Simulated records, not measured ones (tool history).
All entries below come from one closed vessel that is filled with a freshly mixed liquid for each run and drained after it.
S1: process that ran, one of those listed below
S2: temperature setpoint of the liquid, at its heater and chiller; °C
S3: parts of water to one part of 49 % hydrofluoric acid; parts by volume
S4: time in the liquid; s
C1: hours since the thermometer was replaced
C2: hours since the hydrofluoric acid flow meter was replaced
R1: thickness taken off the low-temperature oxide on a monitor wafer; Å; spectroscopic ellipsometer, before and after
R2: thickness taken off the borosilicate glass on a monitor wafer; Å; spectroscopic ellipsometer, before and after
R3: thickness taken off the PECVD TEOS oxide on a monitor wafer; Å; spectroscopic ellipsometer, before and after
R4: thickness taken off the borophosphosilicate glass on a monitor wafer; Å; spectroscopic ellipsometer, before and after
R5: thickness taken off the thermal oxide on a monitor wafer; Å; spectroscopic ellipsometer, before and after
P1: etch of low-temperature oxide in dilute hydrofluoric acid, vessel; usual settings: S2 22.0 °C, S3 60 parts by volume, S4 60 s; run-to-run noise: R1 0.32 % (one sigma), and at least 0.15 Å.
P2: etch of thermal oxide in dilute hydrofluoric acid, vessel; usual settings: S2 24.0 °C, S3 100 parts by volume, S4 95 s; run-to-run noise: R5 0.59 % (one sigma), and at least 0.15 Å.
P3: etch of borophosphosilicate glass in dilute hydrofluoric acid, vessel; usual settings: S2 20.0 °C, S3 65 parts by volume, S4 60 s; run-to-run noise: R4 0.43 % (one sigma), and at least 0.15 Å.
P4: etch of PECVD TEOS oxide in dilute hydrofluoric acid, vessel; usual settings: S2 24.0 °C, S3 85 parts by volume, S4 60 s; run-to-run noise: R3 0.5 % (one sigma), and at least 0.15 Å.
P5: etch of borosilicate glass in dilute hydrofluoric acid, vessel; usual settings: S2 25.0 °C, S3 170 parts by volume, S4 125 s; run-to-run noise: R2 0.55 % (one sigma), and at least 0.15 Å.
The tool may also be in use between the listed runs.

| run | hour | S1 | S2 | S3 | S4 | C1 | C2 | R1 | R2 | R3 | R4 | R5 |
|---|---|---|---|---|---|---|---|---|---|---|---|---|
| 1 | 13.0 | P1 | 22.0 | 60 | 60 | 398.8 | 510.9 | 170.160 |  |  |  |  |
| 2 | 22.1 | P5 | 29.0 | 170 | 125 | 407.9 | 520.0 |  | 246.000 |  |  |  |
| 3 | 33.2 | P1 | 22.0 | 60 | 60 | 419.0 | 531.1 | 170.850 |  |  |  |  |
| 4 | 48.1 | P4 | 24.0 | 85 | 60 | 433.9 | 546.0 |  |  | 157.00 |  |  |
| 5 | 60.4 | P3 | 20.0 | 65 | 90 | 446.2 | 558.3 |  |  |  | 702.51 |  |
| 6 | 73.2 | P3 | 20.0 | 65 | 60 | 459.0 | 571.1 |  |  |  | 468.12 |  |
| 7 | 86.8 | P4 | 28.0 | 85 | 60 | 472.6 | 584.7 |  |  | 183.39 |  |  |
| 8 | 99.2 | P2 | 31.5 | 100 | 95 | 485.0 | 597.1 |  |  |  |  | 62.771 |
| 9 | 111.9 | P3 | 28.5 | 65 | 60 | 497.7 | 609.8 |  |  |  | 666.36 |  |
| 10 | 128.1 | P5 | 25.0 | 170 | 50 | 513.9 | 626.0 |  | 85.035 |  |  |  |
| 11 | 137.6 | P1 | 22.0 | 60 | 85 | 523.4 | 635.5 | 243.520 |  |  |  |  |
| 12 | 146.5 | P1 | 22.0 | 60 | 60 | 532.3 | 644.4 | 171.990 |  |  |  |  |
| 13 | 154.0 | P1 | 17.0 | 60 | 60 | 539.8 | 651.9 | 138.310 |  |  |  |  |
| 14 | 165.9 | P1 | 27.5 | 60 | 90 | 551.7 | 663.8 | 321.090 |  |  |  |  |
| 15 | 178.3 | P4 | 24.0 | 85 | 60 | 564.1 | 676.2 |  |  | 156.66 |  |  |
| 16 | 187.5 | P1 | 22.0 | 60 | 60 | 573.3 | 685.4 | 171.670 |  |  |  |  |
| 17 | 202.7 | P1 | 17.0 | 60 | 35 | 588.5 | 700.6 | 80.799 |  |  |  |  |
| 18 | 217.2 | P4 | 24.0 | 20 | 60 | 603.0 | 715.1 |  |  | 728.89 |  |  |
| 19 | 230.3 | P5 | 25.0 | 275 | 125 | 616.1 | 728.2 |  | 116.470 |  |  |  |
| 20 | 245.5 | P3 | 20.0 | 105 | 60 | 631.3 | 743.4 |  |  |  | 279.19 |  |
| 21 | 253.1 | P2 | 24.0 | 100 | 30 | 638.9 | 751.0 |  |  |  |  | 14.582 |
| 22 | 265.4 | P1 | 22.0 | 60 | 30 | 651.2 | 763.3 | 85.417 |  |  |  |  |
| 23 | 279.1 | P5 | 25.0 | 170 | 125 | 664.9 | 777.0 |  | 211.350 |  |  |  |
| 24 | 290.4 | P1 | 22.0 | 60 | 60 | 676.2 | 788.3 | 170.660 |  |  |  |  |
| 25 | 303.8 | P2 | 24.0 | 100 | 95 | 689.6 | 801.7 |  |  |  |  | 47.435 |
| 26 | 319.6 | P1 | 22.0 | 105 | 60 | 705.4 | 817.5 | 92.685 |  |  |  |  |
| 27 | 336.1 | P1 | 27.0 | 20 | 60 | 721.9 | 834.0 | 669.760 |  |  |  |  |
| 28 | 345.3 | P5 | 25.0 | 170 | 125 | 731.1 | 843.2 |  | 211.090 |  |  |  |
| 29 | 354.6 | P1 | 22.0 | 60 | 60 | 740.4 | 852.5 | 170.940 |  |  |  |  |
| 30 | 371.1 | P4 | 24.0 | 85 | 115 | 756.9 | 869.0 |  |  | 299.91 |  |  |
| 31 | 384.2 | P1 | 29.0 | 60 | 60 | 770.0 | 882.1 | 227.420 |  |  |  |  |
| 32 | 395.8 | P2 | 24.0 | 50 | 95 | 781.6 | 893.7 |  |  |  |  | 101.360 |
| 33 | 406.1 | P1 | 22.0 | 35 | 60 | 791.9 | 904.0 | 302.760 |  |  |  |  |
| 34 | 419.6 | P1 | 22.0 | 60 | 60 | 805.4 | 917.5 | 171.930 |  |  |  |  |
| 35 | 435.9 | P1 | 22.0 | 60 | 60 | 821.7 | 933.8 | 180.700 |  |  |  |  |
| 36 | 449.8 | P1 | 22.0 | 60 | 60 | 835.6 | 947.7 | 184.540 |  |  |  |  |
| 37 | 457.5 | P1 | 22.0 | 60 | 60 | 843.3 | 955.4 | 185.470 |  |  |  |  |
| 38 | 471.1 | P1 | 22.0 | 60 | 60 | 856.9 | 969.0 | 186.660 |  |  |  |  |
| 39 | 481.7 | P1 | 22.0 | 60 | 60 | 867.5 | 979.6 | 187.310 |  |  |  |  |
| 40 | 494.9 | P1 | 22.0 | 60 | 60 | 880.7 | 992.8 | 187.780 |  |  |  |  |
| 41 | 505.6 | P1 | 22.0 | 60 | 60 | 891.4 | 1003.5 | 187.780 |  |  |  |  |

What P1 gives has crept away from where it was. These 2 causes fit the log equally well, each at the size given:
A: hydrofluoric acid flow above the setpoint (%) = 8.8
B: liquid hotter than its thermometer reads (K) = 2.2
Creep in the process output first set in at about hour 419.6.

Below are 4 check runs, each averaged over 2 wafers, with their results shown as question marks. Which of them would give clearly different results depending on which cause is behind the drift?
| check 1 | 516.3 | P2 | 24.0 | 55 | 95 |  |  |  |  |  |  | ? |
| check 2 | 516.3 | P4 | 24.0 | 50 | 60 |  |  |  |  | ? |  |  |
| check 3 | 516.3 | P3 | 20.0 | 95 | 60 |  |  |  |  |  | ? |  |
| check 4 | 516.3 | P5 | 28.5 | 245 | 125 |  |  |  | ? |  |  |  |

Check results expected under each cause:
| check | result | if A | if B |
|---|---|---|---|
| check 1 | R5 | 99.281 | 99.195 |
| check 2 | R3 | 305.77 | 305.81 |
| check 3 | R4 | 341.61 | 340.51 |
| check 4 | R2 | 169.600 | 164.090 |
Per-check spread between the two closest causes, in the result where they differ most: check 1 0.09 %; check 2 0.01 %; check 3 0.32 %; check 4 3.31 %
Of the check runs offered, only check 4 discriminates between the causes; the rest would read about the same regardless of which cause applies.

Then check 4 was run and gave: R2 168.930 Å. Which cause is it?

Of the candidate causes, it is A: hydrofluoric acid flow above the setpoint (%).

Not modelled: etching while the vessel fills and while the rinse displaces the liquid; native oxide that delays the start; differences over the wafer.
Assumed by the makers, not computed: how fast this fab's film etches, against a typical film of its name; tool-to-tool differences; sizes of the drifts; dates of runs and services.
